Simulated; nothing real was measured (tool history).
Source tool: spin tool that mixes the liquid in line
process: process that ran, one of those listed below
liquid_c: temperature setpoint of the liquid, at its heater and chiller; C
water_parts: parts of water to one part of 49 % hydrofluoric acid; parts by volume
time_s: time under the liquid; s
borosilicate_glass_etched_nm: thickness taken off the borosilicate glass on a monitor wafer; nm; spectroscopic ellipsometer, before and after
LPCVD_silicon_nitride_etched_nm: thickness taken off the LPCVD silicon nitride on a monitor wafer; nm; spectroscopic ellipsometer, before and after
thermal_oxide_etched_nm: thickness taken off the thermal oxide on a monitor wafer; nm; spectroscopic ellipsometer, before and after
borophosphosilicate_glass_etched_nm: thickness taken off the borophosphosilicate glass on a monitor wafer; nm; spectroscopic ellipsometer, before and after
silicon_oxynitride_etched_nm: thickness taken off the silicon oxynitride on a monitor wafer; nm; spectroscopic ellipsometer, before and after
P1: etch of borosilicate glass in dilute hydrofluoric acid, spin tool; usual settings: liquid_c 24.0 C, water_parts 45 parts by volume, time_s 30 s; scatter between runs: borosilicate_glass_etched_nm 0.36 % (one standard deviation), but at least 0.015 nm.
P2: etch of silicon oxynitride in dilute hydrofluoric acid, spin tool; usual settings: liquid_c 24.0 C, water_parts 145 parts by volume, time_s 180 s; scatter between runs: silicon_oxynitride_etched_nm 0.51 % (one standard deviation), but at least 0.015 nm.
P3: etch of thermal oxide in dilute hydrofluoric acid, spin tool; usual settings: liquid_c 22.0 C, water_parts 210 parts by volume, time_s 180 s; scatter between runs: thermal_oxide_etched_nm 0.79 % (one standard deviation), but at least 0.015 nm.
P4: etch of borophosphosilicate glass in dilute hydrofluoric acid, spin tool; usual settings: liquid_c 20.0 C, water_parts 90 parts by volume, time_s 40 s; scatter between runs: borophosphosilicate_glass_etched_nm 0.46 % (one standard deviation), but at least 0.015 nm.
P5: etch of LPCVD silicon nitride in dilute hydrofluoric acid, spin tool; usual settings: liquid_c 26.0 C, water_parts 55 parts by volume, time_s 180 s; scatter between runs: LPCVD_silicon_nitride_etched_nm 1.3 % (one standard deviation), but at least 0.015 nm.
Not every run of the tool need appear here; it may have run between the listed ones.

run   hour  process  liquid_c  water_parts  time_s  hours since the thermometer was replaced  hours since the hydrofluoric acid flow meter was replaced  borosilicate_glass_etched_nm  LPCVD_silicon_nitride_etched_nm  thermal_oxide_etched_nm  borophosphosilicate_glass_etched_nm  silicon_oxynitride_etched_nm
  1   13.6       P1      24.0           45      30                                     656.7                                                      644.6                        19.162
  2   29.4       P5      26.0           55     365                                     672.5                                                      660.4                                                         3.6548
  3   37.5       P3      27.5          210     180                                     680.6                                                      668.5                                                                                  4.1143
  4   54.4       P4      25.5           90      40                                     697.5                                                      685.4                                                                                                                      26.5300
  5   71.0       P2      24.0          225     180                                     714.1                                                      702.0                                                                                                                                                     2.5923
  6   84.3       P4      20.0           90      15                                     727.4                                                      715.3                                                                                                                       7.9534
  7   92.7       P1      20.0           45      55                                     735.8                                                      723.7                        29.894
  8  101.2       P3      22.0          210     180                                     744.3                                                      732.2                                                                                  3.4545
  9  114.8       P1      24.0           70      30                                     757.9                                                      745.8                        11.999
 10  130.7       P4      20.0           90      40                                     773.8                                                      761.7                                                                                                                      21.3580
 11  146.8       P2      24.0          145     350                                     789.9                                                      777.8                                                                                                                                                     8.3255
 12  154.1       P3      22.0          210     180                                     797.2                                                      785.1                                                                                  3.4301
 13  167.7       P5      26.0           55     180                                     810.8                                                      798.7                                                         1.8878
 14  183.8       P2      24.0          145     180                                     826.9                                                      814.8                                                                                                                                                     4.2920
 15  198.7       P1      24.0           45      30                                     841.8                                                      829.7                        19.310
 16  208.7       P3      22.0           80     180                                     851.8                                                      839.7                                                                                 10.4270
 17  219.6       P4      20.0           90      40                                     862.7                                                      850.6                                                                                                                      21.4600
 18  229.2       P1      24.0           20      30                                     872.3                                                      860.2                        44.632
 19  241.8       P1      24.0           45      30                                     884.9                                                      872.8                        19.180
 20  256.6       P1      24.0           45      30                                     899.7                                                      887.6                        19.237
 21  270.9       P1      28.0           45      30                                     914.0                                                      901.9                        22.690
 22  286.3       P5      26.0          100     180                                     929.4                                                      917.3                                                         1.0159

Expected results for the next run?
 23  297.8       P2      28.0          145     180                                     940.9                                                      928.8                                                                                                                                                          ?

silicon_oxynitride_etched_nm: 5.0573 nm

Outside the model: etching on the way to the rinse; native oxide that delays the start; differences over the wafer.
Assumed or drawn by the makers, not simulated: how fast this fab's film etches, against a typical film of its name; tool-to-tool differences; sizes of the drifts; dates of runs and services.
